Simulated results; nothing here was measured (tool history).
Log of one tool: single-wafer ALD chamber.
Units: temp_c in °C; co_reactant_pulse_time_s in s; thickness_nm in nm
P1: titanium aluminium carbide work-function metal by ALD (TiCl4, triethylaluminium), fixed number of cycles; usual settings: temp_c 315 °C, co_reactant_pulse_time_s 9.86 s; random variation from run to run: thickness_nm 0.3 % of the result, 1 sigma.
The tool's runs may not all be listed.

run,day,temp_c,co_reactant_pulse_time_s,hours since the last thermocouple change,hours since the last triethylaluminium bottle change,thickness_nm
1,0.229,315,9.86,686.2,473.7,2.1242
2,0.421,315,9.86,690.8,478.3,2.1305
3,0.704,315,14.90,697.6,485.1,2.1765
4,1.042,336,9.86,705.7,493.2,2.2902
5,1.358,315,9.86,713.3,500.8,2.1067
6,1.529,305,6.16,717.4,504.9,1.8495
7,1.725,296,9.86,722.1,509.6,1.9588
8,1.933,315,9.86,727.1,514.6,2.1274
9,2.250,315,5.84,734.7,522.2,1.8965
10,2.462,315,9.86,739.8,527.3,2.1155
11,2.708,299,7.20,745.7,533.2,1.8853
12,2.908,326,5.02,750.5,538.0,1.8756
13,3.138,315,9.86,756.0,543.5,2.1132
14,3.479,315,9.86,764.2,551.7,2.1031
15,3.808,315,9.86,772.1,559.6,2.0937
16,4.158,315,9.86,780.5,568.0,2.0934
17,4.338,315,9.86,784.8,572.3,2.0813
18,4.642,315,9.86,792.1,579.6,2.0841
19,4.925,315,9.86,798.9,586.4,2.0867

Forecast run 20:
20,5.242,315,9.86,806.5,594.0,?

Run 20 gave thickness_nm 2.0867 nm.

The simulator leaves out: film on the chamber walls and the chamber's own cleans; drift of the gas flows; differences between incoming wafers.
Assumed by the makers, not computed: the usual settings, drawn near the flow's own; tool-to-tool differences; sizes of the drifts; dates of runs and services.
